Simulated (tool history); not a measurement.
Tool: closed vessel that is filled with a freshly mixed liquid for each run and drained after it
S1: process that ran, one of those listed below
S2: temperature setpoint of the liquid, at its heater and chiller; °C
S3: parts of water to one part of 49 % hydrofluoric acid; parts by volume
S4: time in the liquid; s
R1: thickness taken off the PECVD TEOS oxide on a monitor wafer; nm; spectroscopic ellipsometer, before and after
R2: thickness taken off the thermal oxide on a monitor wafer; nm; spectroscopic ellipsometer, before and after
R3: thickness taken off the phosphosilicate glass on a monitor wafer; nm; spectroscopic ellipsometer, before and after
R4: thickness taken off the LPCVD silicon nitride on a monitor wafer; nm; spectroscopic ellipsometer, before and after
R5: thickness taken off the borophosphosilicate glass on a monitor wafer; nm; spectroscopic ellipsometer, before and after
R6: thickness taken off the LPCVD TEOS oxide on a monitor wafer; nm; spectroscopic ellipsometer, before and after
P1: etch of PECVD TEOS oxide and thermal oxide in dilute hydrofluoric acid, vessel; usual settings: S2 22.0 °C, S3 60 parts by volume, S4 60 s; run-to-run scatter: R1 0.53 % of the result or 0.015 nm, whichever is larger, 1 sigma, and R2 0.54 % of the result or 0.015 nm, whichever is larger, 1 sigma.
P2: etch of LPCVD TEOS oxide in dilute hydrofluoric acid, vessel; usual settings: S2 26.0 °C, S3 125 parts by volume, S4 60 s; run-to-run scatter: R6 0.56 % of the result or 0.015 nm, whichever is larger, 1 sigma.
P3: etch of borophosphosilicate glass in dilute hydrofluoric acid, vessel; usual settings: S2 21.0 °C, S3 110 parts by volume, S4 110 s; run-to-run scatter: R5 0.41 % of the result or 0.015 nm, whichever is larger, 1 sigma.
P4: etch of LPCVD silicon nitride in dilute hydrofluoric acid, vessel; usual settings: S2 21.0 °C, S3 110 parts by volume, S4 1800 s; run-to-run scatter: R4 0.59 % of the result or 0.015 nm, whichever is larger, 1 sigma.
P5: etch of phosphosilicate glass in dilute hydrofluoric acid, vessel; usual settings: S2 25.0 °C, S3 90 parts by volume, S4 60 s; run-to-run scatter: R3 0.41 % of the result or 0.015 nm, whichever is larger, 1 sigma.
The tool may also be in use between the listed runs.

{"run": 1, "day": 0.383, "S1": "P1", "S2": 22.0, "S3": 60, "S4": 60, "R1": 8.4513, "R2": 4.8298}
{"run": 2, "day": 0.842, "S1": "P5", "S2": 25.0, "S3": 90, "S4": 60, "R3": 42.528}
{"run": 3, "day": 1.296, "S1": "P4", "S2": 25.5, "S3": 110, "S4": 1800, "R4": 8.0857}
{"run": 4, "day": 1.675, "S1": "P1", "S2": 22.0, "S3": 60, "S4": 60, "R1": 8.3578, "R2": 4.8171}
{"run": 5, "day": 2.092, "S1": "P5", "S2": 25.0, "S3": 90, "S4": 115, "R3": 81.512}
{"run": 6, "day": 2.554, "S1": "P1", "S2": 22.0, "S3": 60, "S4": 60, "R1": 8.4296, "R2": 4.8385}
{"run": 7, "day": 3.017, "S1": "P1", "S2": 22.0, "S3": 105, "S4": 60, "R1": 4.5267, "R2": 2.5976}
{"run": 8, "day": 3.379, "S1": "P1", "S2": 22.0, "S3": 60, "S4": 60, "R1": 8.3371, "R2": 4.8125}
{"run": 9, "day": 3.725, "S1": "P3", "S2": 21.0, "S3": 160, "S4": 110, "R5": 20.707}
{"run": 10, "day": 3.967, "S1": "P4", "S2": 21.0, "S3": 110, "S4": 1800, "R4": 6.0136}
{"run": 11, "day": 4.25, "S1": "P1", "S2": 30.0, "S3": 60, "S4": 90, "R1": 17.277, "R2": 9.9863}
{"run": 12, "day": 4.525, "S1": "P1", "S2": 22.0, "S3": 30, "S4": 60, "R1": 17.379, "R2": 10.031}
{"run": 13, "day": 4.792, "S1": "P2", "S2": 26.0, "S3": 125, "S4": 115, "R6": 34.661}
{"run": 14, "day": 5.175, "S1": "P1", "S2": 17.0, "S3": 60, "S4": 60, "R1": 6.7292, "R2": 3.9175}
{"run": 15, "day": 5.596, "S1": "P3", "S2": 27.0, "S3": 110, "S4": 110, "R5": 39.806}
{"run": 16, "day": 5.95, "S1": "P1", "S2": 22.0, "S3": 60, "S4": 30, "R1": 4.2129, "R2": 2.4298}
{"run": 17, "day": 6.296, "S1": "P5", "S2": 25.0, "S3": 50, "S4": 60, "R3": 80.258}
{"run": 18, "day": 6.596, "S1": "P2", "S2": 32.5, "S3": 125, "S4": 60, "R6": 22.815}
{"run": 19, "day": 6.825, "S1": "P3", "S2": 21.0, "S3": 110, "S4": 215, "R5": 61.557}
{"run": 20, "day": 7.262, "S1": "P2", "S2": 26.0, "S3": 125, "S4": 60, "R6": 17.898}
{"run": 21, "day": 7.642, "S1": "P3", "S2": 21.0, "S3": 110, "S4": 110, "R5": 31.73}
{"day": 7.904, "done": "hydrofluoric acid flow meter replaced"}
{"run": 22, "day": 8.088, "S1": "P4", "S2": 21.0, "S3": 110, "S4": 1800, "R4": 6.0138}
{"run": 23, "day": 8.388, "S1": "P4", "S2": 21.0, "S3": 30, "S4": 1800, "R4": 21.3}
{"run": 24, "day": 8.829, "S1": "P5", "S2": 25.0, "S3": 90, "S4": 60, "R3": 42.308}
{"run": 25, "day": 9.279, "S1": "P1", "S2": 30.0, "S3": 60, "S4": 60, "R1": 11.481, "R2": 6.674}
{"run": 26, "day": 9.592, "S1": "P4", "S2": 21.0, "S3": 110, "S4": 85, "R4": 0.29631}
{"run": 27, "day": 10.042, "S1": "P1", "S2": 22.0, "S3": 60, "S4": 110, "R1": 15.268, "R2": 8.8314}
{"run": 28, "day": 10.467, "S1": "P5", "S2": 18.0, "S3": 90, "S4": 60, "R3": 31.944}
{"run": 29, "day": 10.912, "S1": "P1", "S2": 17.0, "S3": 20, "S4": 60, "R1": 21.223, "R2": 12.275}
{"run": 30, "day": 11.262, "S1": "P2", "S2": 26.0, "S3": 55, "S4": 60, "R6": 44.737}
{"run": 31, "day": 11.596, "S1": "P1", "S2": 22.0, "S3": 60, "S4": 60, "R1": 8.4121, "R2": 4.8765}
{"run": 32, "day": 11.908, "S1": "P1", "S2": 22.0, "S3": 60, "S4": 60, "R1": 8.1938, "R2": 4.7803}
{"run": 33, "day": 12.354, "S1": "P1", "S2": 22.0, "S3": 60, "S4": 60, "R1": 8.1051, "R2": 4.6667}
{"run": 34, "day": 12.804, "S1": "P1", "S2": 22.0, "S3": 60, "S4": 60, "R1": 8.0148, "R2": 4.6352}
{"run": 35, "day": 13.221, "S1": "P1", "S2": 22.0, "S3": 60, "S4": 60, "R1": 7.9298, "R2": 4.5459}
{"run": 36, "day": 13.579, "S1": "P1", "S2": 22.0, "S3": 60, "S4": 60, "R1": 7.8924, "R2": 4.5126}
{"run": 37, "day": 14.038, "S1": "P1", "S2": 22.0, "S3": 60, "S4": 60, "R1": 7.802, "R2": 4.4966}
{"run": 38, "day": 14.504, "S1": "P1", "S2": 22.0, "S3": 60, "S4": 60, "R1": 7.885, "R2": 4.508}
{"run": 39, "day": 14.754, "S1": "P1", "S2": 22.0, "S3": 60, "S4": 60, "R1": 7.7827, "R2": 4.5214}
{"run": 40, "day": 15.017, "S1": "P1", "S2": 22.0, "S3": 60, "S4": 60, "R1": 7.8268, "R2": 4.4834}
{"run": 41, "day": 15.262, "S1": "P1", "S2": 22.0, "S3": 60, "S4": 60, "R1": 7.7893, "R2": 4.4754}
{"run": 42, "day": 15.604, "S1": "P1", "S2": 22.0, "S3": 60, "S4": 60, "R1": 7.7688, "R2": 4.4945}

What P1 gives has crept away from where it was. These 2 causes fit the log equally well, each at the size given:
A: hydrofluoric acid flow below the setpoint (%) = 6.64
B: liquid colder than its thermometer reads (K) = 1.78
The creep began at about day 11.596.

4 check runs are offered, one wafer each, their results left as question marks. Which one tells the causes apart?
{"run": "check 1", "day": 15.946, "S1": "P2", "S2": 26.0, "S3": 85, "S4": 110, "R6": "?"}
{"run": "check 2", "day": 15.946, "S1": "P3", "S2": 25.0, "S3": 110, "S4": 210, "R5": "?"}
{"run": "check 3", "day": 15.946, "S1": "P4", "S2": 25.0, "S3": 110, "S4": 1800, "R4": "?"}
{"run": "check 4", "day": 15.946, "S1": "P5", "S2": 21.0, "S3": 90, "S4": 60, "R3": "?"}

What each check would give under each cause:
check=check_1 result=R6 if_A=47.275 if_B=47.563
check=check_2 result=R5 if_A=65.497 if_B=66.048
check=check_3 result=R4 if_A=7.34570 if_B=6.99720
check=check_4 result=R3 if_A=33.433 if_B=33.519
How far apart the two closest causes lie, in the result that separates them most: check 1 0.61 %; check 2 0.84 %; check 3 4.86 %; check 4 0.26 %
Check 3 tells the causes apart: in the others they would give nearly the same result.

Then check 3 was run and gave: R4 7.28490 nm. Which cause is it?

It is A: hydrofluoric acid flow below the setpoint (%).
